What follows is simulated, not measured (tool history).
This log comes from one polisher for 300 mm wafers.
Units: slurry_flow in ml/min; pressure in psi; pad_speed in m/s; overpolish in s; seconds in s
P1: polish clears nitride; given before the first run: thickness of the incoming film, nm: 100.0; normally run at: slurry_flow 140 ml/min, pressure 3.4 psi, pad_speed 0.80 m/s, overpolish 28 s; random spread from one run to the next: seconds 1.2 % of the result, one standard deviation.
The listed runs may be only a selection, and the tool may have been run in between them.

run  hour  slurry_flow  pressure  pad_speed  overpolish  wafers polished on this pad  hours since the slurry nozzle was cleaned  hours since the head pressure was calibrated  seconds
  1   3.6          140       3.4       0.80          28                          583                                       81.8                                         294.3  134.380
  2   6.8          140       3.4       0.80          28                          602                                       85.0                                         297.5  132.910
  3  11.2          140       3.4       0.80          28                          629                                       89.4                                         301.9  132.640
  4  16.5          140       3.4       1.16           8                          661                                       94.7                                         307.2   93.075
  5  20.6           90       4.8       0.80          28                          686                                       98.8                                         311.3  103.060
  6  26.2           85       3.4       0.80          28                          720                                      104.4                                         316.9  149.850
  7  31.6          140       3.4       0.58          28                          753                                      109.8                                         322.3  180.390
  8  36.0          195       3.4       0.80          28                          780                                      114.2                                         326.7  124.630
  9  41.6          140       3.4       1.26          28                          814                                      119.8                                         332.3   83.076
 10  44.9          140       3.4       0.80          56                          834                                      123.1                                         335.6  133.430
 11  49.9          140       5.2       0.80          28                          865                                      128.1                                         340.6   87.575
 12  55.8          140       3.4       0.80           8                          901                                      134.0                                         346.5  132.190
 13  60.8          140       3.4       0.80          28                          931                                      139.0                                         351.5  133.660
 14  64.8          140       3.4       0.80          28                          956                                      143.0                                         355.5  131.980
 15  68.1          140       3.4       1.18           8                          976                                      146.3                                         358.8   88.498
 16  72.7          140       3.4       0.80          28                         1004                                      150.9                                         363.4  132.470
 17  77.3          140       2.4       0.80          28                         1032                                      155.5                                         368.0  190.220
 18  83.0          140       3.4       0.80          28                         1067                                      161.2                                         373.7  134.640
 19  86.1          140       3.4       0.80          28                         1086                                      164.3                                         376.8  136.050

Run 20, settings as shown, results not yet in. Your forecast:
 20  90.2          140       3.4       0.80          28                         1111                                      168.4                                         380.9        ?

{"run 20": {"seconds": 142.06}}
